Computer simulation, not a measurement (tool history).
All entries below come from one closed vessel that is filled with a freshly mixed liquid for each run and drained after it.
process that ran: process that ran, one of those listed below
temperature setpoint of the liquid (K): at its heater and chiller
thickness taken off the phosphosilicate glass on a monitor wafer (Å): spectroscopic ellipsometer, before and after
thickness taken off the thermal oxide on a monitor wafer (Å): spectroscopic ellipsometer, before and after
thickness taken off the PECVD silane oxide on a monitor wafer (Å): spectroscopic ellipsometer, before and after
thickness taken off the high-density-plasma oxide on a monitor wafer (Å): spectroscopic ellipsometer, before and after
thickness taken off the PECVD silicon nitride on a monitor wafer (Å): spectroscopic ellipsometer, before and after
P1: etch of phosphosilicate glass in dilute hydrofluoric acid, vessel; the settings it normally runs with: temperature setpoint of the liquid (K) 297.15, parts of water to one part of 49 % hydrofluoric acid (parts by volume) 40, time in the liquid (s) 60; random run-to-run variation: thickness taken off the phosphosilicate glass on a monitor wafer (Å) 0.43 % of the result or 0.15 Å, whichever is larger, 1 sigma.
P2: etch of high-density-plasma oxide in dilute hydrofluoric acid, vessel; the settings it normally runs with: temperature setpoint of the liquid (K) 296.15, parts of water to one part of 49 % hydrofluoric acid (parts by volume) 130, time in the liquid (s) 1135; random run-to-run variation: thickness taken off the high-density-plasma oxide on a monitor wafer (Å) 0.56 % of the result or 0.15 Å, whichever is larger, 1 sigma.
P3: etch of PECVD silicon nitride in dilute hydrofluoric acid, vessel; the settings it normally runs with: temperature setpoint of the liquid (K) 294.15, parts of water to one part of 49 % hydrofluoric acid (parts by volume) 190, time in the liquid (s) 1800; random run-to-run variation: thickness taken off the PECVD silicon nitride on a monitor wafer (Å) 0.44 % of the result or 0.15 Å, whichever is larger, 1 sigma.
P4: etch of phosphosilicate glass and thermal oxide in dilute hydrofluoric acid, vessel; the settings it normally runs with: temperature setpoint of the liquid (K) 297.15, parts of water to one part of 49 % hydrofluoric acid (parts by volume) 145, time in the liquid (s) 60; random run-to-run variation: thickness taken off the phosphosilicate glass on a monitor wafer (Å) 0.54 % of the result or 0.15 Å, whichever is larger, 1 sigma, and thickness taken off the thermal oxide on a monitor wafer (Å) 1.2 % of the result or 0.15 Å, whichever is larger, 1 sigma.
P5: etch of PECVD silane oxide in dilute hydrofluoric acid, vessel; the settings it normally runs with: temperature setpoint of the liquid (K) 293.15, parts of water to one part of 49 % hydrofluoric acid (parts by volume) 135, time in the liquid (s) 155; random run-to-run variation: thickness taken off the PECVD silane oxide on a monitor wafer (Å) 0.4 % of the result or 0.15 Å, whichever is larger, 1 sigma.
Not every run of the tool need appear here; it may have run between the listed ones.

run   hour  process that ran  temperature setpoint of the liquid (K)  parts of water to one part of 49 % hydrofluoric acid (parts by volume)  time in the liquid (s)  thickness taken off the phosphosilicate glass on a monitor wafer (Å)  thickness taken off the thermal oxide on a monitor wafer (Å)  thickness taken off the PECVD silane oxide on a monitor wafer (Å)  thickness taken off the high-density-plasma oxide on a monitor wafer (Å)  thickness taken off the PECVD silicon nitride on a monitor wafer (Å)
  1    5.8                P1                                  297.15                                                                      40                      60                                                                2026.8
  2     12                P1                                  297.15                                                                      65                      60                                                                1209.2
  3   18.6                P4                                  290.15                                                                     145                      60                                                                375.38                                                        15.266
  4   22.2                P1                                  297.15                                                                      40                      60                                                                2048.8
  5   27.3                P1                                  302.65                                                                      40                      60                                                                2535.8
  6   32.7                P4                                  297.15                                                                     145                      95                                                                785.25                                                        31.125
  7   37.3                P5                                  299.15                                                                     135                     155                                                                                                                                                                                                 608.01
  8   40.7                P1                                  290.65                                                                      40                      30                                                                782.68
  9   46.7                P2                                  296.15                                                                     130                      80                                                                                                                                                                                                                                                                           28.438
 10     50                P5                                  293.15                                                                     135                     155                                                                                                                                                                                                 478.89
 11   56.7                P4                                  297.15                                                                     145                      60                                                                 500.9                                                        19.356
 12   60.9                P2                                  296.15                                                                     130                    1135                                                                                                                                                                                                                                                                            404.5
 13   67.1                P3                                  294.15                                                                     190                     430                                                                                                                                                                                                                                                                                                                                                 54.773
 14   71.1                P3                                  294.15                                                                     310                    1800                                                                                                                                                                                                                                                                                                                                                 141.92
 15   76.6                P1                                  297.15                                                                      40                      30                                                                1025.3
 16   80.1                P3                                  294.15                                                                     190                    1800                                                                                                                                                                                                                                                                                                                                                 228.52
 17   83.5                P5                                  293.15                                                                     135                      65                                                                                                                                                                                                 200.25
 18   87.6                P1                                  297.15                                                                      40                     100                                                                3410.4
 19   94.5                P1                                  297.15                                                                      40                      60                                                                2029.4
 20   99.7                P4                                  297.15                                                                     145                      60                                                                497.52                                                        19.732
 21  105.1                P2                                  303.65                                                                     130                    1135                                                                                                                                                                                                                                                                           541.11
 22  110.2                P2                                  296.15                                                                     130                    1135                                                                                                                                                                                                                                                                            399.9
 23  114.4                P1                                  297.15                                                                      20                      60                                                                4207.5
 24  118.3                P1                                  297.15                                                                      40                      60                                                                2045.4
 25  124.7                P1                                  297.15                                                                      40                      60                                                                  2042
 26  130.8                P4                                  297.15                                                                      95                      60                                                                805.68                                                        32.521
 27  136.1                P5                                  293.15                                                                      35                     155                                                                                                                                                                                                 2072.8
 28  142.3                P1                                  297.15                                                                      40                      60                                                                2054.5
 29  147.9                P1                                  292.65                                                                      40                      60                                                                1696.2
 30  151.7                P3                                  290.15                                                                     190                    1800                                                                                                                                                                                                                                                                                                                                                 175.93
 31  154.9                P1                                  293.65                                                                      60                      60                                                                1141.9
 32  160.9                P2                                  296.15                                                                      25                    1135                                                                                                                                                                                                                                                                           2383.9
 33  165.2                P1                                  297.15                                                                      40                      60                                                                2046.3
 34  168.9                P1                                  297.15                                                                      40                      60                                                                2015.7
 35  174.5                P1                                  297.15                                                                      40                      60                                                                1986.4
 36  180.3                P1                                  297.15                                                                      40                      60                                                                1960.5
 37  184.7                P1                                  297.15                                                                      40                      60                                                                  1950
 38  188.7                P1                                  297.15                                                                      40                      60                                                                1940.8
 39    192                P1                                  297.15                                                                      40                      60                                                                1938.1
 40  196.4                P1                                  297.15                                                                      40                      60                                                                1926.9
 41  202.9                P1                                  297.15                                                                      40                      60                                                                1918.9
 42    207                P1                                  297.15                                                                      40                      60                                                                1916.6
 43  212.9                P1                                  297.15                                                                      40                      60                                                                1923.2
 44  216.5                P1                                  297.15                                                                      40                      60                                                                1931.2

P1 has crept away from where it was. The log is fitted equally well by each of these 2 causes, at the sizes shown:
A: liquid colder than its thermometer reads (K) = 1.52
B: hydrofluoric acid flow below the setpoint (%) = 5.83
The gradual shift began around hour 165.2.

Question marks stand in for the results of the 4 check runs listed below, each run on one wafer. Under which run would the listed causes show clearly different results?
check 1  220.1                P4                                  297.15                                                                     145                      60                                                                     ?                                                             ?
check 2  220.1                P3                                  294.15                                                                     190                    1800                                                                                                                                                                                                                                                                                                                                                      ?
check 3  220.1                P2                                  296.15                                                                     130                    1135                                                                                                                                                                                                                                                                                ?
check 4  220.1                P5                                  293.15                                                                     135                     155                                                                                                                                                                                                      ?

Check results expected under each cause:
  check                                                                    result    if A    if B
check 1      thickness taken off the phosphosilicate glass on a monitor wafer (Å)  469.05  463.64
check 1              thickness taken off the thermal oxide on a monitor wafer (Å)  18.563  18.349
check 2      thickness taken off the PECVD silicon nitride on a monitor wafer (Å)  206.68  215.39
check 3  thickness taken off the high-density-plasma oxide on a monitor wafer (Å)  378.94  375.43
check 4         thickness taken off the PECVD silane oxide on a monitor wafer (Å)  450.42   447.1
Smallest distance between any two causes, each pair judged by its most separating result, in per cent: check 1 1.16 %; check 2 4.13 %; check 3 0.93 %; check 4 0.74 %
Only check 2 tells the causes apart: in the others they would give nearly the same result.

Check 2 has now been run. It gave: thickness taken off the PECVD silicon nitride on a monitor wafer (Å) 217.32. Which of the candidate causes is it?

Of the candidate causes, it is B: hydrofluoric acid flow below the setpoint (%).

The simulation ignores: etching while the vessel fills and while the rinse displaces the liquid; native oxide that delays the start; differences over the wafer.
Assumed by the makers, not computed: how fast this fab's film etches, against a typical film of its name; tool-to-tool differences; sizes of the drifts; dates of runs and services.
